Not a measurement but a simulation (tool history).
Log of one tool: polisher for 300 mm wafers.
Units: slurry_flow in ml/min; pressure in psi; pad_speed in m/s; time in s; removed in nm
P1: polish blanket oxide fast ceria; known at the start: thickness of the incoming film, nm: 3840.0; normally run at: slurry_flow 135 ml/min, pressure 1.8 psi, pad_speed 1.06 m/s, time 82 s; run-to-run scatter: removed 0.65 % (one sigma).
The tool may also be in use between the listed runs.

run 1 day=0.242 | slurry_flow=135 pressure=1.8 pad_speed=1.06 time=82 | removed=901.97
run 2 day=0.488 | slurry_flow=135 pressure=1.8 pad_speed=1.06 time=37 | removed=406.76
run 3 day=0.838 | slurry_flow=135 pressure=1.8 pad_speed=0.58 time=82 | removed=497.53
run 4 day=1.071 | slurry_flow=135 pressure=1.8 pad_speed=1.06 time=82 | removed=884.02
run 5 day=1.338 | slurry_flow=135 pressure=1.8 pad_speed=1.48 time=82 | removed=1247.00
run 6 day=1.562 | slurry_flow=210 pressure=1.8 pad_speed=1.06 time=82 | removed=967.33
run 7 day=1.729 | slurry_flow=80 pressure=1.8 pad_speed=1.06 time=82 | removed=802.31
run 8 day=2.017 | slurry_flow=135 pressure=1.8 pad_speed=1.06 time=127 | removed=1389.10
run 9 day=2.242 | slurry_flow=135 pressure=2.8 pad_speed=1.06 time=82 | removed=1392.20
run 10 day=2.571 | slurry_flow=135 pressure=0.8 pad_speed=1.06 time=82 | removed=400.50
run 11 day=2.825 | slurry_flow=135 pressure=1.8 pad_speed=1.06 time=82 | removed=900.09
run 12 day=2.983 | slurry_flow=185 pressure=1.8 pad_speed=1.36 time=82 | removed=1201.90
run 13 day=3.288 | slurry_flow=135 pressure=1.8 pad_speed=1.06 time=82 | removed=897.78
run 14 day=3.479 | slurry_flow=135 pressure=1.8 pad_speed=1.06 time=82 | removed=892.88
run 15 day=3.821 | slurry_flow=135 pressure=1.8 pad_speed=1.06 time=82 | removed=903.96

Run 16 comes next. What will it give?
run 16 day=4.067 | slurry_flow=135 pressure=1.8 pad_speed=1.06 time=82 | removed=?

Run 16 gave removed 871.90 nm.

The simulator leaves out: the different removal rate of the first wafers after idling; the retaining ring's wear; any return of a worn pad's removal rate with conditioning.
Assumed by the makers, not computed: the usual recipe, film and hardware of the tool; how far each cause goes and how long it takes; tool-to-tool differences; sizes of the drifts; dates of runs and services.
